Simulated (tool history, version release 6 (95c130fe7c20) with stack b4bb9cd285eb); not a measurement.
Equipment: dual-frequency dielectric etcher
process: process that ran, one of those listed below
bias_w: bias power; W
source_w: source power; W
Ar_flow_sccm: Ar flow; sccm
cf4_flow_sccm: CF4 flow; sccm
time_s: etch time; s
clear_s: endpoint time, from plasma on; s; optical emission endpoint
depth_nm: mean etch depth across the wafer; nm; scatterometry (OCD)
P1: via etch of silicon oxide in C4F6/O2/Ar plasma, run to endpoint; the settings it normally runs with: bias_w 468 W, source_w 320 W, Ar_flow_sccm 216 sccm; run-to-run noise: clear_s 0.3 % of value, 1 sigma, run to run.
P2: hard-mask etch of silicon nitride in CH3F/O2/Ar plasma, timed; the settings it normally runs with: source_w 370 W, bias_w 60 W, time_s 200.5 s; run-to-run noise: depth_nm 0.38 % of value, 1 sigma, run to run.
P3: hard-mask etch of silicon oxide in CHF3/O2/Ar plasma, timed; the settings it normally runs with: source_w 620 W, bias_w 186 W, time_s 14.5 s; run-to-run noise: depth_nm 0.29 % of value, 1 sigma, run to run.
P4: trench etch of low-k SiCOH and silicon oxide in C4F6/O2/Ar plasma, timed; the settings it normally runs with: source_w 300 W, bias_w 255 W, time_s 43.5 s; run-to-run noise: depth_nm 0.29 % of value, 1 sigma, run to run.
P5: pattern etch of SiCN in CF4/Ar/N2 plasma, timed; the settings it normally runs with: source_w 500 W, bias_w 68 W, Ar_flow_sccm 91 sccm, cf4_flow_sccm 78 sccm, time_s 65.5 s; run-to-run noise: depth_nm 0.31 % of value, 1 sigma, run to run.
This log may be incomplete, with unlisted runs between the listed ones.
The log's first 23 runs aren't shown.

run	hour	process	bias_w	source_w	Ar_flow_sccm	cf4_flow_sccm	time_s	hours since the last wet clean	hours since the last bias power generator calibration	hours since the last source power generator calibration	hours since the last Ar flow controller change	clear_s	depth_nm
24	168.7	P1	468	250	216			141.5	1025.3	1485.9	472.3	37.42	
25	177.7	P5	68	590	91	78	65.5	150.5	1034.3	1494.9	481.3		69.641
26	186.3	P1	468	320	216			159.1	1042.9	1503.5	489.9	34.208	
27	195.9	P2	77	370			200.5	168.7	1052.5	1513.1	499.5		139.61
28	202.3	P4	255	230			43.5	175.1	1058.9	1519.5	505.9		125.22
29	207.9	P1	468	320	301			180.7	1064.5	1525.1	511.5	35.296	
30	218.1	P4	255	300			61	190.9	1074.7	1535.3	521.7		192.84
31	226	P5	68	500	91	78	65.5	198.8	1082.6	1543.2	529.6		60.39
32	232	P3	186	620			14.5	204.8	1088.6	1549.2	535.6		29.447
33	237.8	P2	60	370			299	210.6	1094.4	1555	541.4		190.7
34	244.8	P4	255	300			43.5	217.6	1101.4	1562	548.4		137.98
35	250.7	P5	68	500	91	78	65.5	223.5	1107.3	1567.9	554.3		60.433
36	259.6	P1	468	320	216			232.4	1116.2	1576.8	563.2	34.159	
37	267.3	P1	468	320	216			240.1	1123.9	1584.5	570.9	33.695	
38	277.1	P1	468	320	216			249.9	1133.7	1594.3	580.7	33.794	

Run 39 is up next; what results do you expect?
39	282.3	P1	468	320	216			255.1	1138.9	1599.5	585.9	?	

Run 39 produced clear_s 33.736 s.
